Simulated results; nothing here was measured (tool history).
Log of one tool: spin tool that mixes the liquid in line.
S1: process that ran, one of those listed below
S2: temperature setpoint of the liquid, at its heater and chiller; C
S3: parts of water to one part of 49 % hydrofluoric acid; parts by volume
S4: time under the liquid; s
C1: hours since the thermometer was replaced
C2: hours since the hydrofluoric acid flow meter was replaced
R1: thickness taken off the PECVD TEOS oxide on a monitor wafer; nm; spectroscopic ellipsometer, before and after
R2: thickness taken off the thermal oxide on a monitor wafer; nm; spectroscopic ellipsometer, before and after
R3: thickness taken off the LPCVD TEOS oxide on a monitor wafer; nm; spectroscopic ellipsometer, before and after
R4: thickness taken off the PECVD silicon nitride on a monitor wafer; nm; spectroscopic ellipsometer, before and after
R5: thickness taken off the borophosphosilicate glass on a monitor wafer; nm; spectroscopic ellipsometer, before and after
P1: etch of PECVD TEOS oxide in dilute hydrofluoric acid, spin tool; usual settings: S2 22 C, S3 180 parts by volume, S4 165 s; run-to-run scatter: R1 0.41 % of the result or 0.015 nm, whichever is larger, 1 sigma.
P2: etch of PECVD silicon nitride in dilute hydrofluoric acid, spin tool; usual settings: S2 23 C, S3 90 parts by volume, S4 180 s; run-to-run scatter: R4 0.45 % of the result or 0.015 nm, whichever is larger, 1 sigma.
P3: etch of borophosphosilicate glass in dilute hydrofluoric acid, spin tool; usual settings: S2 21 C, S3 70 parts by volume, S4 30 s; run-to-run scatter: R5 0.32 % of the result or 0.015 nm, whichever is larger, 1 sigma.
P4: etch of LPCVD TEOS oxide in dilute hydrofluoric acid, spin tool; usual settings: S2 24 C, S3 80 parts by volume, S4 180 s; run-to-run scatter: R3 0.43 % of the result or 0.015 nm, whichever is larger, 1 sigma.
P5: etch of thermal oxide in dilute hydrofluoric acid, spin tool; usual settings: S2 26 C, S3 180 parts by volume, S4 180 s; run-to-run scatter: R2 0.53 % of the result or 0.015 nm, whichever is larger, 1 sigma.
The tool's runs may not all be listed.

run,day,S1,S2,S3,S4,C1,C2,R1,R2,R3,R4,R5
1,0.346,P1,22,180,165,205.1,257.9,14.2120,,,,
2,0.683,P5,18,180,180,213.2,266.0,,3.4968,,,
3,0.979,P5,26,180,180,220.3,273.1,,4.6735,,,
4,1.358,P4,24,145,180,229.4,282.2,,,19.960,,
5,1.633,P2,23,90,325,236.0,288.8,,,,13.6080,
6,1.958,P1,22,180,165,243.8,296.6,14.1850,,,,
7,2.238,P5,26,35,180,250.5,303.3,,29.3180,,,
8,2.492,P4,24,80,180,256.6,309.4,,,38.708,,
9,3.017,P5,26,180,285,269.2,322.0,,7.5334,,,
10,3.500,P1,22,180,165,280.8,333.6,14.1530,,,,
11,3.854,P1,22,180,165,289.3,342.1,14.2240,,,,
12,4.138,P1,22,180,285,296.1,348.9,24.4790,,,,
13,4.412,P1,26,295,165,302.7,355.5,8.9085,,,,
14,4.675,P3,21,70,30,309.0,361.8,,,,,34.677
15,4.917,P1,22,180,165,314.8,367.6,14.2710,,,,
16,5.304,P3,27,70,30,324.1,376.9,,,,,44.000
17,5.729,P1,22,90,165,334.3,387.1,31.5220,,,,
18,6.188,P3,21,70,30,345.3,398.1,,,,,34.648
19,6.571,P2,23,90,180,354.5,407.3,,,,7.5525,
20,6.971,P1,22,180,60,364.1,416.9,5.2086,,,,
21,7.229,P5,26,180,180,370.3,423.1,,4.7366,,,
22,7.525,P2,18,90,180,377.4,430.2,,,,5.3736,
23,7.804,P1,17,180,80,384.1,436.9,5.6629,,,,
24,8.246,P2,23,45,180,394.7,447.5,,,,14.8580,
25,8.596,P1,22,65,290,403.1,455.9,78.7190,,,,
26,9.146,P1,17,180,165,416.3,469.1,11.6420,,,,
27,9.508,P1,22,290,165,425.0,477.8,7.8697,,,,
28,9.862,P1,22,180,165,433.5,486.3,14.2170,,,,
29,10.258,P3,21,115,30,443.0,495.8,,,,,19.921
30,10.800,P4,29,80,180,456.0,508.8,,,47.565,,
31,11.308,P1,27,180,165,468.2,521.0,17.2090,,,,
32,11.829,P3,21,70,60,480.7,533.5,,,,,69.225
33,12.342,P2,23,90,180,493.0,545.8,,,,7.4856,
34,12.746,P4,24,80,100,502.7,555.5,,,21.669,,
35,13.242,P1,22,180,165,514.6,567.4,14.0580,,,,
36,13.500,P1,22,180,165,520.8,573.6,14.5200,,,,
37,14.042,P1,22,180,165,533.8,586.6,14.9110,,,,
38,14.542,P1,22,180,165,545.8,598.6,15.0010,,,,
39,15.046,P1,22,180,165,557.9,610.7,15.1640,,,,

The next listed run, before its measurement:
40,15.392,P1,22,180,165,566.2,619.0,?,,,,

R1: 15.0940 nm
